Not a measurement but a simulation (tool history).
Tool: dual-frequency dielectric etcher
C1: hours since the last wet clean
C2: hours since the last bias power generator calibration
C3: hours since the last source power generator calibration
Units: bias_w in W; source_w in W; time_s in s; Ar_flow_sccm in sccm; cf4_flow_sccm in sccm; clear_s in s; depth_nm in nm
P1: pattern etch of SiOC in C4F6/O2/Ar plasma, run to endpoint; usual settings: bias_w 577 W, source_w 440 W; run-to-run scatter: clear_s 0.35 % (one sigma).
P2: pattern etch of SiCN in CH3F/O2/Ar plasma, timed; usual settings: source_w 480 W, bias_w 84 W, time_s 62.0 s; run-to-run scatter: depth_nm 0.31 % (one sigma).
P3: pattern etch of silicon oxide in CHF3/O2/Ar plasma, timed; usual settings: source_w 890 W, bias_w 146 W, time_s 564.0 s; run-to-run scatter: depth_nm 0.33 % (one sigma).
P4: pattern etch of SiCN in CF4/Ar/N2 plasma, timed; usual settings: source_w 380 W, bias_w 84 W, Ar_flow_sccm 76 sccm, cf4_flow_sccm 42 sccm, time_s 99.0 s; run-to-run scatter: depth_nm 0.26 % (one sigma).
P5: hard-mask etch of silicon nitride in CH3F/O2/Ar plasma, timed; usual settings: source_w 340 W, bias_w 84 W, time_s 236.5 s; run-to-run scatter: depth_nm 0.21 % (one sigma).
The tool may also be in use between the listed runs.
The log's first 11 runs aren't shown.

Run 12, hour 94.4: process P5, bias_w 84 W, source_w 340 W, time_s 329.5 s; C1 158.9; C2 2744.7; C3 23.6. Result: depth_nm 234.270 nm.
Run 13, hour 99.3: process P4, bias_w 84 W, source_w 380 W, time_s 66.0 s, Ar_flow_sccm 76 sccm, cf4_flow_sccm 42 sccm; C1 163.8; C2 2749.6; C3 28.5. Result: depth_nm 48.605 nm.
Run 14, hour 105.0: process P2, bias_w 53 W, source_w 480 W, time_s 62.0 s; C1 169.5; C2 2755.3; C3 34.2. Result: depth_nm 22.932 nm.
Run 15, hour 113.3: process P3, bias_w 146 W, source_w 890 W, time_s 768.5 s; C1 177.8; C2 2763.6; C3 42.5. Result: depth_nm 1622.500 nm.
Run 16, hour 121.2: process P4, bias_w 117 W, source_w 380 W, time_s 99.0 s, Ar_flow_sccm 76 sccm, cf4_flow_sccm 42 sccm; C1 185.7; C2 2771.5; C3 50.4. Result: depth_nm 82.915 nm.
At hour 124.0: bias power generator calibrated.
Run 17, hour 130.4: process P4, bias_w 84 W, source_w 380 W, time_s 99.0 s, Ar_flow_sccm 76 sccm, cf4_flow_sccm 30 sccm; C1 194.9; C2 6.4; C3 59.6. Result: depth_nm 69.569 nm.
Run 18, hour 136.7: process P3, bias_w 146 W, source_w 1250 W, time_s 564.0 s; C1 201.2; C2 12.7; C3 65.9. Result: depth_nm 1366.500 nm.
Run 19, hour 143.5: process P1, bias_w 744 W, source_w 530 W; C1 208.0; C2 19.5; C3 72.7. Result: clear_s 8.4676 s.
Run 20, hour 152.3: process P5, bias_w 84 W, source_w 270 W, time_s 236.5 s; C1 216.8; C2 28.3; C3 81.5. Result: depth_nm 154.770 nm.
Run 21, hour 162.0: process P1, bias_w 577 W, source_w 440 W; C1 226.5; C2 38.0; C3 91.2. Result: clear_s 9.9985 s.
Run 22, hour 172.4: process P2, bias_w 84 W, source_w 480 W, time_s 62.0 s; C1 236.9; C2 48.4; C3 101.6. Result: depth_nm 26.962 nm.
Run 23, hour 178.8: process P1, bias_w 767 W, source_w 440 W; C1 243.3; C2 54.8; C3 108.0. Result: clear_s 9.0152 s.
Run 24, hour 186.5: process P3, bias_w 191 W, source_w 890 W, time_s 564.0 s; C1 251.0; C2 62.5; C3 115.7. Result: depth_nm 1301.300 nm.
Run 25, hour 191.6: process P1, bias_w 720 W, source_w 550 W; C1 256.1; C2 67.6; C3 120.8. Result: clear_s 8.4825 s.

Run 26 comes next. What will it give?
Run 26, hour 196.6: process P2, bias_w 84 W, source_w 670 W, time_s 62.0 s; C1 261.1; C2 72.6; C3 125.8. Result: depth_nm ?.

{"run 26": {"depth_nm": 30.54}}
